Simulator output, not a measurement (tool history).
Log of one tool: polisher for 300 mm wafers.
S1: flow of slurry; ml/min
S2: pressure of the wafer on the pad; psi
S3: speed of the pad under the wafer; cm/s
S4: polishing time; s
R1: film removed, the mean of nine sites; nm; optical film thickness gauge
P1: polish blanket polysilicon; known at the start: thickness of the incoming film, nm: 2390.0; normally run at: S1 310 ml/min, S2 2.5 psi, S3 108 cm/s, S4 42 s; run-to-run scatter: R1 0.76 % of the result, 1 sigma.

Run 1, hour 3.1: S1 310 ml/min, S2 2.5 psi, S3 108 cm/s, S4 42 s. Result: R1 324.6 nm.
Run 2, hour 9.6: S1 185 ml/min, S2 2.5 psi, S3 108 cm/s, S4 42 s. Result: R1 306.02 nm.
Run 3, hour 15.8: S1 415 ml/min, S2 2.5 psi, S3 108 cm/s, S4 42 s. Result: R1 335.6 nm.
At hour 19.5: worn pad replaced by a new one.
Run 4, hour 20.7: S1 310 ml/min, S2 2.5 psi, S3 108 cm/s, S4 42 s. Result: R1 317.18 nm.
Run 5, hour 27.4: S1 310 ml/min, S2 2.5 psi, S3 60 cm/s, S4 42 s. Result: R1 181.87 nm.
Run 6, hour 30.9: S1 310 ml/min, S2 2.5 psi, S3 108 cm/s, S4 42 s. Result: R1 323.11 nm.
Run 7, hour 35.7: S1 310 ml/min, S2 1.9 psi, S3 108 cm/s, S4 42 s. Result: R1 246.06 nm.
Run 8, hour 42.5: S1 310 ml/min, S2 3.9 psi, S3 108 cm/s, S4 42 s. Result: R1 501.43 nm.
Run 9, hour 46.1: S1 310 ml/min, S2 2.5 psi, S3 162 cm/s, S4 59 s. Result: R1 692.21 nm.
Run 10, hour 51.7: S1 310 ml/min, S2 2.5 psi, S3 168 cm/s, S4 42 s. Result: R1 508.07 nm.
Run 11, hour 55.4: S1 310 ml/min, S2 2.5 psi, S3 108 cm/s, S4 42 s. Result: R1 320.93 nm.

Run 12 comes next. What will it give?
Run 12, hour 61: S1 310 ml/min, S2 2.5 psi, S3 108 cm/s, S4 22 s. Result: R1 ?.

{"run 12": {"R1": 169.1}}

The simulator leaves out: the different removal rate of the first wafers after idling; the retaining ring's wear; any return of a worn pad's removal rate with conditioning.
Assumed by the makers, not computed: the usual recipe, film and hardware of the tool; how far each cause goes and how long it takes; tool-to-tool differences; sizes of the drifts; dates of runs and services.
